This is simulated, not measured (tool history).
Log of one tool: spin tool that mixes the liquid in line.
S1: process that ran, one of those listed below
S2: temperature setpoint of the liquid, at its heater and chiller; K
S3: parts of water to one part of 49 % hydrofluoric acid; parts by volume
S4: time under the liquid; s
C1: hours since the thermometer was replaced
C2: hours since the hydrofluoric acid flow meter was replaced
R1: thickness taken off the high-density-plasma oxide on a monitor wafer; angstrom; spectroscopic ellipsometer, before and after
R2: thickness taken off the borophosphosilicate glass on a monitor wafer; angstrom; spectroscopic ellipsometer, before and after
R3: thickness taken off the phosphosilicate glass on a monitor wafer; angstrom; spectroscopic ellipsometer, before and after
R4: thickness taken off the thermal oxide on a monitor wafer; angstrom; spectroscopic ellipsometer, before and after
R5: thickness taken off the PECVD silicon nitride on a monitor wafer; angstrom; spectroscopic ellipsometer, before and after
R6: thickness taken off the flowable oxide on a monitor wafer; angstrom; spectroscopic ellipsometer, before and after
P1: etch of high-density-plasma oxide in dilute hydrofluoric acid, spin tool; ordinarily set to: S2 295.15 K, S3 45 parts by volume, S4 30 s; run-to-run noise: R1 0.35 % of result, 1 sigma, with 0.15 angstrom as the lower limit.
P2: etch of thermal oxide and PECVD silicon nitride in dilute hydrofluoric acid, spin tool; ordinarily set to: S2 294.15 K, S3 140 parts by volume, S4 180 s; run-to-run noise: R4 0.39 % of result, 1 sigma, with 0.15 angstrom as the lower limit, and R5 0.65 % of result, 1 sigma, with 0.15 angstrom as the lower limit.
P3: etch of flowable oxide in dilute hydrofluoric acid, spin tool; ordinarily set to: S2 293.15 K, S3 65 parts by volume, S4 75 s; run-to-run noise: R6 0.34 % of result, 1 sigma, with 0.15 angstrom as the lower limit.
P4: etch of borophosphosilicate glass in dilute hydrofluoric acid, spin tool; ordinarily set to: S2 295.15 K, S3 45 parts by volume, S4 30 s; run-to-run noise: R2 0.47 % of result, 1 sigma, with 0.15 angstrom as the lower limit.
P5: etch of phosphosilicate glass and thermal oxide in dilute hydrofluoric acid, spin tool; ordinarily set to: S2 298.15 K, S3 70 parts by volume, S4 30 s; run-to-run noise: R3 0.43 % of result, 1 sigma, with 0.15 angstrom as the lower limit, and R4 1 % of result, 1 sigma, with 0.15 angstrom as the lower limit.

| run | hour | S1 | S2 | S3 | S4 | C1 | C2 | R1 | R2 | R3 | R4 | R5 | R6 |
|---|---|---|---|---|---|---|---|---|---|---|---|---|---|
| 1 | 14 | P1 | 295.15 | 45 | 30 | 1755.9 | 1626.4 | 67.178 |  |  |  |  |  |
| 2 | 23.3 | P1 | 295.15 | 45 | 30 | 1765.2 | 1635.7 | 66.928 |  |  |  |  |  |
| 3 | 39.6 | P4 | 290.15 | 45 | 30 | 1781.5 | 1652 |  | 203.07 |  |  |  |  |
| 4 | 54 | P5 | 298.15 | 70 | 30 | 1795.9 | 1666.4 |  |  | 929.92 | 21.781 |  |  |
| 5 | 65.1 | P1 | 299.15 | 45 | 30 | 1807 | 1677.5 | 78.725 |  |  |  |  |  |
| 6 | 77.5 | P2 | 294.15 | 240 | 180 | 1819.4 | 1689.9 |  |  |  | 27.35 | 28.435 |  |
| 7 | 95.3 | P4 | 295.15 | 45 | 30 | 1837.2 | 1707.7 |  | 252.25 |  |  |  |  |
| 8 | 105.1 | P1 | 295.15 | 20 | 30 | 1847 | 1717.5 | 155.14 |  |  |  |  |  |
| 9 | 119.6 | P3 | 293.15 | 65 | 75 | 1861.5 | 1732 |  |  |  |  |  | 482.06 |
| 10 | 135.7 | P1 | 295.15 | 45 | 30 | 1877.6 | 1748.1 | 66.645 |  |  |  |  |  |
| 11 | 153.3 | P1 | 299.15 | 45 | 45 | 1895.2 | 1765.7 | 117.59 |  |  |  |  |  |
| 12 | 163.8 | P3 | 293.15 | 110 | 75 | 1905.7 | 1776.2 |  |  |  |  |  | 271.26 |
| 13 | 175.5 | P1 | 299.15 | 75 | 30 | 1917.4 | 1787.9 | 45.722 |  |  |  |  |  |
| 14 | 192.9 | P3 | 293.15 | 65 | 25 | 1934.8 | 1805.3 |  |  |  |  |  | 160.44 |
| 15 | 210.7 | P1 | 295.15 | 70 | 30 | 1952.6 | 1823.1 | 41.8 |  |  |  |  |  |
| 16 | 225.3 | P2 | 294.15 | 140 | 180 | 1967.2 | 1837.7 |  |  |  | 52.11 | 48.263 |  |
| 17 | 243 | P5 | 290.15 | 70 | 30 | 1984.9 | 1855.4 |  |  | 665.53 | 15.208 |  |  |
| 18 | 254.6 | P2 | 294.15 | 140 | 345 | 1996.5 | 1867 |  |  |  | 99.527 | 92.97 |  |
| 19 | 265.8 | P4 | 295.15 | 65 | 30 | 2007.7 | 1878.2 |  | 168.02 |  |  |  |  |
| 20 | 278 | P5 | 298.15 | 70 | 15 | 2019.9 | 1890.4 |  |  | 463.6 | 10.727 |  |  |
| 21 | 294.4 | P1 | 295.15 | 45 | 30 | 2036.3 | 1906.8 | 66.336 |  |  |  |  |  |
| 22 | 304.5 | P3 | 290.15 | 65 | 75 | 2046.4 | 1916.9 |  |  |  |  |  | 423.76 |
| 23 | 321.9 | P1 | 300.65 | 25 | 30 | 2063.8 | 1934.3 | 154.69 |  |  |  |  |  |
| 24 | 334.5 | P2 | 290.15 | 140 | 180 | 2076.4 | 1946.9 |  |  |  | 44.164 | 36.717 |  |
| 25 | 352.7 | P2 | 294.15 | 140 | 180 | 2094.6 | 1965.1 |  |  |  | 51.834 | 48.334 |  |
| 26 | 363.5 | P4 | 295.15 | 45 | 15 | 2105.4 | 1975.9 |  | 125.94 |  |  |  |  |
| 27 | 373.2 | P5 | 298.15 | 105 | 30 | 2115.1 | 1985.6 |  |  | 590.14 | 13.903 |  |  |
| 28 | 391.1 | P1 | 290.15 | 45 | 30 | 2133 | 2003.5 | 53.633 |  |  |  |  |  |
| 29 | 407.3 | P1 | 295.15 | 45 | 30 | 2149.2 | 2019.7 | 66.755 |  |  |  |  |  |
| 30 | 424.9 | P1 | 295.15 | 45 | 15 | 2166.8 | 2037.3 | 33.296 |  |  |  |  |  |
| 31 | 435.2 | P4 | 295.15 | 45 | 30 | 2177.1 | 2047.6 |  | 248.66 |  |  |  |  |
| 32 | 448.9 | P1 | 295.15 | 45 | 45 | 2190.8 | 2061.3 | 100.38 |  |  |  |  |  |
| 33 | 461.5 | P1 | 295.15 | 45 | 30 | 2203.4 | 2073.9 | 66.93 |  |  |  |  |  |
| 34 | 474.2 | P1 | 295.15 | 45 | 30 | 2216.1 | 2086.6 | 66.737 |  |  |  |  |  |
| 35 | 488.9 | P1 | 295.15 | 45 | 30 | 2230.8 | 2101.3 | 64.956 |  |  |  |  |  |
| 36 | 497.3 | P1 | 295.15 | 45 | 30 | 2239.2 | 2109.7 | 64.538 |  |  |  |  |  |
| 37 | 505.7 | P1 | 295.15 | 45 | 30 | 2247.6 | 2118.1 | 64.201 |  |  |  |  |  |
| 38 | 515.6 | P1 | 295.15 | 45 | 30 | 2257.5 | 2128 | 63.206 |  |  |  |  |  |
| 39 | 526 | P1 | 295.15 | 45 | 30 | 2267.9 | 2138.4 | 63.065 |  |  |  |  |  |
| 40 | 539.6 | P1 | 295.15 | 45 | 30 | 2281.5 | 2152 | 63.059 |  |  |  |  |  |
| 41 | 554.8 | P1 | 295.15 | 45 | 30 | 2296.7 | 2167.2 | 62.353 |  |  |  |  |  |
| 42 | 569.9 | P1 | 295.15 | 45 | 30 | 2311.8 | 2182.3 | 62.147 |  |  |  |  |  |
| 43 | 578.9 | P1 | 295.15 | 45 | 30 | 2320.8 | 2191.3 | 62.471 |  |  |  |  |  |
| 44 | 595.9 | P1 | 295.15 | 45 | 30 | 2337.8 | 2208.3 | 62.11 |  |  |  |  |  |
| 45 | 611 | P1 | 295.15 | 45 | 30 | 2352.9 | 2223.4 | 62.311 |  |  |  |  |  |

P1 no longer gives what it gave before; its output has crept away from where it was. The following 2 causes, each at its listed size, fit the log equally well:
A: liquid colder than its thermometer reads (K) = 1.7
B: hydrofluoric acid flow below the setpoint (%) = 6.53
Creep in the process output first set in at about hour 474.2.

4 check runs are offered, each on 2 wafers whose results are averaged, their results left as question marks. Which one tells the causes apart?
| check 1 | 626.1 | P3 | 293.15 | 65 | 75 |  |  |  |  |  |  |  | ? |
| check 2 | 626.1 | P4 | 295.15 | 45 | 30 |  |  |  | ? |  |  |  |  |
| check 3 | 626.1 | P2 | 294.15 | 140 | 180 |  |  |  |  |  | ? | ? |  |
| check 4 | 626.1 | P5 | 298.15 | 70 | 30 |  |  |  |  | ? | ? |  |  |

What each check would give under each cause:
| check | result | if A | if B |
|---|---|---|---|
| check 1 | R6 | 448.74 | 448.34 |
| check 2 | R2 | 233.12 | 233.22 |
| check 3 | R4 | 48.797 | 48.309 |
| check 3 | R5 | 43.09 | 45.199 |
| check 4 | R3 | 866.41 | 861.95 |
| check 4 | R4 | 19.928 | 19.826 |
Smallest distance between any two causes, each pair judged by its most separating result, in per cent: check 1 0.09 %; check 2 0.04 %; check 3 4.78 %; check 4 0.52 %
Only in check 3 would the causes give clearly different results; in the remaining checks their results would be nearly the same.

After running check 3, the following was obtained: R4 48.556 angstrom; R5 43.424 angstrom. Which cause does this point to?

It was cause A: liquid colder than its thermometer reads (K).
